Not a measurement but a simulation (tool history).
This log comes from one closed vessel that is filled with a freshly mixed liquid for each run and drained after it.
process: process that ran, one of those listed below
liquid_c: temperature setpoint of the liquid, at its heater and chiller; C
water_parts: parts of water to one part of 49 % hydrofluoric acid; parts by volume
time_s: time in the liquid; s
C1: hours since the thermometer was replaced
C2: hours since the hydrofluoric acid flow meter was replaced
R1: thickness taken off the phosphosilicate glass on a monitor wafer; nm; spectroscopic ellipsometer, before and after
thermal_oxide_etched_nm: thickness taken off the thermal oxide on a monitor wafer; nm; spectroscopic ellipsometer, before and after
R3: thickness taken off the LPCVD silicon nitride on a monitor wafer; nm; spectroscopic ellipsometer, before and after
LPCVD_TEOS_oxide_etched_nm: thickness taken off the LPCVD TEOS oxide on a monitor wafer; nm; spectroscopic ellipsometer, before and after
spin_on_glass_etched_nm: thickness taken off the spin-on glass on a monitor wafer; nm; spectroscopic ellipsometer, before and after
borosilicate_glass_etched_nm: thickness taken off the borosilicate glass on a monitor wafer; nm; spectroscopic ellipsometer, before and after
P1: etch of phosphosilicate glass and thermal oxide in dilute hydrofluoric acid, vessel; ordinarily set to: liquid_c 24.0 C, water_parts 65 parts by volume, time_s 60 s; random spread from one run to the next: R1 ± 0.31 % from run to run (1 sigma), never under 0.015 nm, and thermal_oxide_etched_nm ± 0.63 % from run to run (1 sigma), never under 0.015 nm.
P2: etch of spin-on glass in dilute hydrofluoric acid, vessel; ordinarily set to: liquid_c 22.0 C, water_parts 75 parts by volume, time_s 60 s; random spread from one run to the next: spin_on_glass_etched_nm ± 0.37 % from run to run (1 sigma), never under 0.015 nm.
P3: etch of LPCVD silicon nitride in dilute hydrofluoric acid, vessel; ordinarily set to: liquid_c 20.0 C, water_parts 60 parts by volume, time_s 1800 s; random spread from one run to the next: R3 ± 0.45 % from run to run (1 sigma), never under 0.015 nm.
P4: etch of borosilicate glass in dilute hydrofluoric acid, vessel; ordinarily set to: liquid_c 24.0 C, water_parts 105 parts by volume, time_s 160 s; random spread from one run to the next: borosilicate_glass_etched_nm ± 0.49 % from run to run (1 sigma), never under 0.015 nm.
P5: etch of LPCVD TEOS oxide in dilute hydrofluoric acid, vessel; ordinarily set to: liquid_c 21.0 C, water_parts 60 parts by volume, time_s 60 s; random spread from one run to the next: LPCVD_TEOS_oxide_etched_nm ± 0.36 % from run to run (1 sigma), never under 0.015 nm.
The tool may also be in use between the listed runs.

Run 1, hour 4.6: process P1, liquid_c 24.0 C, water_parts 65 parts by volume, time_s 60 s; C1 1716.6; C2 1095.4. Result: R1 66.278 nm, thermal_oxide_etched_nm 4.3707 nm.
Run 2, hour 11.4: process P1, liquid_c 17.5 C, water_parts 65 parts by volume, time_s 60 s; C1 1723.4; C2 1102.2. Result: R1 50.633 nm, thermal_oxide_etched_nm 3.3976 nm.
Run 3, hour 17.0: process P3, liquid_c 20.0 C, water_parts 60 parts by volume, time_s 1800 s; C1 1729.0; C2 1107.8. Result: R3 11.559 nm.
Run 4, hour 22.7: process P5, liquid_c 21.0 C, water_parts 60 parts by volume, time_s 95 s; C1 1734.7; C2 1113.5. Result: LPCVD_TEOS_oxide_etched_nm 68.617 nm.
Run 5, hour 30.2: process P3, liquid_c 20.0 C, water_parts 60 parts by volume, time_s 1800 s; C1 1742.2; C2 1121.0. Result: R3 11.533 nm.
Run 6, hour 36.9: process P5, liquid_c 21.0 C, water_parts 60 parts by volume, time_s 60 s; C1 1748.9; C2 1127.7. Result: LPCVD_TEOS_oxide_etched_nm 43.399 nm.
Run 7, hour 45.3: process P2, liquid_c 22.0 C, water_parts 75 parts by volume, time_s 60 s; C1 1757.3; C2 1136.1. Result: spin_on_glass_etched_nm 50.742 nm.
Run 8, hour 52.1: process P4, liquid_c 24.0 C, water_parts 105 parts by volume, time_s 160 s; C1 1764.1; C2 1142.9. Result: borosilicate_glass_etched_nm 38.481 nm.
Run 9, hour 61.5: process P1, liquid_c 24.0 C, water_parts 105 parts by volume, time_s 60 s; C1 1773.5; C2 1152.3. Result: R1 39.151 nm, thermal_oxide_etched_nm 2.5466 nm.
Run 10, hour 67.0: process P1, liquid_c 31.0 C, water_parts 65 parts by volume, time_s 60 s; C1 1779.0; C2 1157.8. Result: R1 87.962 nm, thermal_oxide_etched_nm 5.8656 nm.
Run 11, hour 72.8: process P5, liquid_c 17.0 C, water_parts 60 parts by volume, time_s 60 s; C1 1784.8; C2 1163.6. Result: LPCVD_TEOS_oxide_etched_nm 36.667 nm.
Run 12, hour 79.8: process P3, liquid_c 20.0 C, water_parts 60 parts by volume, time_s 3520 s; C1 1791.8; C2 1170.6. Result: R3 22.335 nm.
Run 13, hour 89.6: process P3, liquid_c 20.0 C, water_parts 20 parts by volume, time_s 1800 s; C1 1801.6; C2 1180.4. Result: R3 32.905 nm.
Run 14, hour 96.1: process P2, liquid_c 22.0 C, water_parts 20 parts by volume, time_s 60 s; C1 1808.1; C2 1186.9. Result: spin_on_glass_etched_nm 203.960 nm.
Run 15, hour 104.7: process P4, liquid_c 20.0 C, water_parts 105 parts by volume, time_s 160 s; C1 1816.7; C2 1195.5. Result: borosilicate_glass_etched_nm 32.953 nm.
Run 16, hour 110.4: process P4, liquid_c 24.0 C, water_parts 105 parts by volume, time_s 50 s; C1 1822.4; C2 1201.2. Result: borosilicate_glass_etched_nm 12.057 nm.
Run 17, hour 116.0: process P1, liquid_c 24.0 C, water_parts 65 parts by volume, time_s 30 s; C1 1828.0; C2 1206.8. Result: R1 33.164 nm, thermal_oxide_etched_nm 2.2212 nm.
Run 18, hour 126.0: process P5, liquid_c 21.0 C, water_parts 95 parts by volume, time_s 60 s; C1 1838.0; C2 1216.8. Result: LPCVD_TEOS_oxide_etched_nm 26.199 nm.
Run 19, hour 131.6: process P1, liquid_c 24.0 C, water_parts 65 parts by volume, time_s 60 s; C1 1843.6; C2 1222.4. Result: R1 66.614 nm, thermal_oxide_etched_nm 4.4586 nm.
Run 20, hour 139.5: process P1, liquid_c 24.0 C, water_parts 65 parts by volume, time_s 60 s; C1 1851.5; C2 1230.3. Result: R1 66.442 nm, thermal_oxide_etched_nm 4.3684 nm.
Run 21, hour 144.5: process P1, liquid_c 24.0 C, water_parts 65 parts by volume, time_s 115 s; C1 1856.5; C2 1235.3. Result: R1 127.610 nm, thermal_oxide_etched_nm 8.4074 nm.
Run 22, hour 149.5: process P2, liquid_c 22.0 C, water_parts 75 parts by volume, time_s 60 s; C1 1861.5; C2 1240.3. Result: spin_on_glass_etched_nm 50.640 nm.
Run 23, hour 156.3: process P1, liquid_c 24.0 C, water_parts 65 parts by volume, time_s 60 s; C1 1868.3; C2 1247.1. Result: R1 66.539 nm, thermal_oxide_etched_nm 4.4253 nm.
Run 24, hour 164.1: process P2, liquid_c 30.5 C, water_parts 75 parts by volume, time_s 60 s; C1 1876.1; C2 1254.9. Result: spin_on_glass_etched_nm 70.995 nm.
Run 25, hour 173.6: process P1, liquid_c 24.0 C, water_parts 35 parts by volume, time_s 85 s; C1 1885.6; C2 1264.4. Result: R1 181.870 nm, thermal_oxide_etched_nm 12.0550 nm.
Run 26, hour 180.2: process P2, liquid_c 22.0 C, water_parts 75 parts by volume, time_s 30 s; C1 1892.2; C2 1271.0. Result: spin_on_glass_etched_nm 25.378 nm.
Run 27, hour 189.4: process P3, liquid_c 25.0 C, water_parts 60 parts by volume, time_s 1800 s; C1 1901.4; C2 1280.2. Result: R3 16.246 nm.
Run 28, hour 197.4: process P1, liquid_c 24.0 C, water_parts 20 parts by volume, time_s 60 s; C1 1909.4; C2 1288.2. Result: R1 229.600 nm, thermal_oxide_etched_nm 15.1470 nm.
Run 29, hour 204.3: process P4, liquid_c 24.0 C, water_parts 45 parts by volume, time_s 160 s; C1 1916.3; C2 1295.1. Result: borosilicate_glass_etched_nm 95.750 nm.
Run 30, hour 209.1: process P1, liquid_c 24.0 C, water_parts 65 parts by volume, time_s 60 s; C1 1921.1; C2 1299.9. Result: R1 66.634 nm, thermal_oxide_etched_nm 4.4308 nm.
Run 31, hour 217.2: process P1, liquid_c 24.0 C, water_parts 65 parts by volume, time_s 60 s; C1 1929.2; C2 1308.0. Result: R1 69.679 nm, thermal_oxide_etched_nm 4.6195 nm.
Run 32, hour 225.2: process P1, liquid_c 24.0 C, water_parts 65 parts by volume, time_s 60 s; C1 1937.2; C2 1316.0. Result: R1 71.245 nm, thermal_oxide_etched_nm 4.7443 nm.
Run 33, hour 230.0: process P1, liquid_c 24.0 C, water_parts 65 parts by volume, time_s 60 s; C1 1942.0; C2 1320.8. Result: R1 71.272 nm, thermal_oxide_etched_nm 4.7698 nm.
Run 34, hour 234.9: process P1, liquid_c 24.0 C, water_parts 65 parts by volume, time_s 60 s; C1 1946.9; C2 1325.7. Result: R1 71.966 nm, thermal_oxide_etched_nm 4.7425 nm.
Run 35, hour 239.4: process P1, liquid_c 24.0 C, water_parts 65 parts by volume, time_s 60 s; C1 1951.4; C2 1330.2. Result: R1 72.557 nm, thermal_oxide_etched_nm 4.7760 nm.
Run 36, hour 247.1: process P1, liquid_c 24.0 C, water_parts 65 parts by volume, time_s 60 s; C1 1959.1; C2 1337.9. Result: R1 71.824 nm, thermal_oxide_etched_nm 4.7808 nm.

P1 has crept away from where it was. The log is fitted equally well by each of these 2 causes, at the sizes shown:
A: hydrofluoric acid flow above the setpoint (%) = 8.05
B: liquid hotter than its thermometer reads (K) = 2.08
The gradual shift began around hour 209.1.

Question marks stand in for the results of the 4 check runs listed below, each run on one wafer. Under which run would the listed causes show clearly different results?
Run check 1, hour 254.8: process P2, liquid_c 22.0 C, water_parts 75 parts by volume, time_s 60 s. Result: spin_on_glass_etched_nm ?.
Run check 2, hour 254.8: process P3, liquid_c 20.0 C, water_parts 60 parts by volume, time_s 1800 s. Result: R3 ?.
Run check 3, hour 254.8: process P4, liquid_c 24.0 C, water_parts 105 parts by volume, time_s 160 s. Result: borosilicate_glass_etched_nm ?.
Run check 4, hour 254.8: process P5, liquid_c 21.0 C, water_parts 60 parts by volume, time_s 60 s. Result: LPCVD_TEOS_oxide_etched_nm ?.

Predicted outcomes, by check and by cause:
  check                        result    if A    if B
check 1       spin_on_glass_etched_nm  55.263  55.282
check 2                            R3  12.441  13.308
check 3  borosilicate_glass_etched_nm  41.926  41.689
check 4    LPCVD_TEOS_oxide_etched_nm  47.034  47.195
Gap, in per cent, between the two causes that each check separates least, read from the result that separates them most: check 1 0.03 %; check 2 6.74 %; check 3 0.57 %; check 4 0.34 %
Only in check 2 would the causes give clearly different results; in the remaining checks their results would be nearly the same.

After running check 2, the following was obtained: R3 13.267 nm. Which cause does this point to?

The cause is B: liquid hotter than its thermometer reads (K).
